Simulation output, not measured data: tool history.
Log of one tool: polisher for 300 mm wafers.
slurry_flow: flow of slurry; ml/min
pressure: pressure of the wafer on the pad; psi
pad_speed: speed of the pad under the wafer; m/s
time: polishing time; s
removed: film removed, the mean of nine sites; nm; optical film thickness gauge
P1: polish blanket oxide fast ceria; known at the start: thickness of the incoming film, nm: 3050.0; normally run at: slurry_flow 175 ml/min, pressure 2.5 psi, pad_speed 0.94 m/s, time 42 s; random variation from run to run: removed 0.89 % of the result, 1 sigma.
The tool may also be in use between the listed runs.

{"run": 1, "hour": 9.4, "slurry_flow": 175, "pressure": 2.5, "pad_speed": 0.94, "time": 42, "removed": 630.89}
{"run": 2, "hour": 19.2, "slurry_flow": 175, "pressure": 2.5, "pad_speed": 0.94, "time": 42, "removed": 621.04}
{"run": 3, "hour": 32.4, "slurry_flow": 105, "pressure": 2.5, "pad_speed": 0.94, "time": 42, "removed": 563.09}
{"run": 4, "hour": 43.1, "slurry_flow": 175, "pressure": 2.5, "pad_speed": 1.44, "time": 42, "removed": 961.38}
{"run": 5, "hour": 53.3, "slurry_flow": 175, "pressure": 2.5, "pad_speed": 0.94, "time": 42, "removed": 623.88}
{"run": 6, "hour": 61.9, "slurry_flow": 175, "pressure": 2.5, "pad_speed": 0.48, "time": 42, "removed": 317.23}
{"run": 7, "hour": 73.7, "slurry_flow": 175, "pressure": 2.5, "pad_speed": 0.94, "time": 42, "removed": 612.31}
{"run": 8, "hour": 88.5, "slurry_flow": 260, "pressure": 2.5, "pad_speed": 0.94, "time": 42, "removed": 661.23}
{"run": 9, "hour": 96.3, "slurry_flow": 175, "pressure": 3.4, "pad_speed": 0.94, "time": 42, "removed": 844.87}
{"run": 10, "hour": 109.2, "slurry_flow": 105, "pressure": 2.5, "pad_speed": 0.7, "time": 42, "removed": 418.57}
{"run": 11, "hour": 117.7, "slurry_flow": 175, "pressure": 2.5, "pad_speed": 0.94, "time": 42, "removed": 625.2}
{"run": 12, "hour": 126.2, "slurry_flow": 175, "pressure": 3.3, "pad_speed": 1.16, "time": 42, "removed": 1008.8}
{"run": 13, "hour": 134.9, "slurry_flow": 175, "pressure": 2.5, "pad_speed": 0.94, "time": 19, "removed": 279.49}
{"run": 14, "hour": 142.3, "slurry_flow": 175, "pressure": 2.5, "pad_speed": 0.94, "time": 42, "removed": 615.85}

Run 15 comes next. What will it give?
{"run": 15, "hour": 154.9, "slurry_flow": 175, "pressure": 1.5, "pad_speed": 1.34, "time": 42, "removed": "?"}

removed: 535.06 nm
